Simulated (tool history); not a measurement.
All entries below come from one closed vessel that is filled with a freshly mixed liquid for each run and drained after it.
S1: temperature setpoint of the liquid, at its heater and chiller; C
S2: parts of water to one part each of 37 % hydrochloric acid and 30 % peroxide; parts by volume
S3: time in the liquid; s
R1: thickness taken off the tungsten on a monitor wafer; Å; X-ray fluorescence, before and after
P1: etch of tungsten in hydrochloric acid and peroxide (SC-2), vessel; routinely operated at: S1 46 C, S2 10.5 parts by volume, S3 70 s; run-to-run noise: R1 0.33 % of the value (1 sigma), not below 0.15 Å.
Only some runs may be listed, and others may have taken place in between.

run	day	S1	S2	S3	R1
1	0.492	46	10.5	70	88.651
2	0.812	46	10.5	70	88.787
3	1.304	46	10.5	70	88.437
4	1.933	46	10.5	105	132.74
5	2.354	46	16	95	83.951
6	2.95	35	10.5	70	40.489
7	3.433	39	10.5	40	31.052
8	3.946	46	19	70	52.951
# day 4.242: new drum of peroxide connected
9	4.546	53.5	10.5	70	146.95
# day 4.642: chemicals flow meter replaced
# day 4.796: thermometer replaced
10	4.858	46	10.5	70	88.509
11	5.229	46	4	70	185.38
12	5.754	46	10.5	70	88.414
13	6.088	35	10.5	30	17.34
14	6.717	46	10.5	30	37.957
15	7.067	46	10.5	70	89.328

Run 16 is up next; what results do you expect?
16	7.558	46	10.5	70	?

R1: 84.82 Å

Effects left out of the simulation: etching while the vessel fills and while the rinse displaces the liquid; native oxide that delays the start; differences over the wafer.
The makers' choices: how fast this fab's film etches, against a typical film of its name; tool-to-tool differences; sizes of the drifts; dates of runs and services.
